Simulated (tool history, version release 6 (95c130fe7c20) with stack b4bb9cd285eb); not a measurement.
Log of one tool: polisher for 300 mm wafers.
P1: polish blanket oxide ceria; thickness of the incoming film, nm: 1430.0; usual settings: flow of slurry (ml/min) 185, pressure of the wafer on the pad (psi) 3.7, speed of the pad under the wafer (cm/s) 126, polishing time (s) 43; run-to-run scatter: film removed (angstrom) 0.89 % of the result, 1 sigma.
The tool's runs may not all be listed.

run	hour	flow of slurry (ml/min)	pressure of the wafer on the pad (psi)	speed of the pad under the wafer (cm/s)	polishing time (s)	film removed (angstrom)
1	4.3	185	3.7	126	43	3171.8
2	7.7	245	3.7	126	43	3298.0
3	10.7	185	3.7	126	43	3158.0
4	13.0	185	3.7	158	43	4035.4
5	17.4	185	1.7	126	43	1471.1
6	19.4	120	2.4	126	43	1909.9
# hour 19.7: slurry nozzle cleaned
7	22.7	185	3.7	126	43	3141.4
8	25.0	185	3.7	126	43	3213.3
9	28.4	110	3.7	126	43	2859.8
10	30.4	185	3.7	126	23	1701.6
11	32.6	110	1.9	126	43	1442.9
12	36.5	185	5.9	126	43	5073.2
13	39.0	185	3.7	58	43	1466.8
14	42.8	185	3.7	126	59	4307.3
15	46.7	185	3.7	126	43	3135.6
16	50.4	250	2.1	126	43	1856.4
17	54.5	185	3.7	126	43	3163.6
18	58.1	185	3.7	126	43	3207.1
19	61.2	185	3.7	126	43	3074.8
20	65.5	185	3.7	126	43	3021.5
21	67.8	185	3.7	126	43	2954.7
# hour 70.7: head pressure recalibrated
22	71.1	185	3.7	126	43	2954.2
23	74.6	185	3.7	126	43	2944.8
24	77.3	185	3.7	126	43	2844.0
25	80.8	185	3.7	126	43	2869.1

What P1 gives has crept away from where it was. These 2 causes fit the log equally well, each at the size given:
A: removal rate lost through wear of the pad, % = 8.2
B: slurry flow missing at the pad, % = 37.8
The creep began at about hour 58.1.
Why every other cause is out:
head's pressure below its setpoint, %: serviced at hour 70.7, which brought nothing back

4 check runs are offered, each on 2 wafers whose results are averaged, their results left as question marks. Which one tells the causes apart?
check 1	84.3	185	4.9	60	43	?
check 2	84.3	110	3.7	126	29	?
check 3	84.3	185	2.3	126	32	?
check 4	84.3	185	1.9	156	43	?

What each check would give under each cause:
check	result	if A	if B
check 1	film removed (angstrom)	1833.1	1833.1
check 2	film removed (angstrom)	1781.4	1693.9
check 3	film removed (angstrom)	1344.7	1344.7
check 4	film removed (angstrom)	1848.1	1848.1
How far apart the two closest causes lie, in the result that separates them most: check 1 0 %; check 2 5.04 %; check 3 0 %; check 4 0 %
Only check 2 tells the causes apart: in the others they would give nearly the same result.

Check 2 was then run and gave: film removed (angstrom) 1672.7. Which cause is it?

It is B: slurry flow missing at the pad, %.
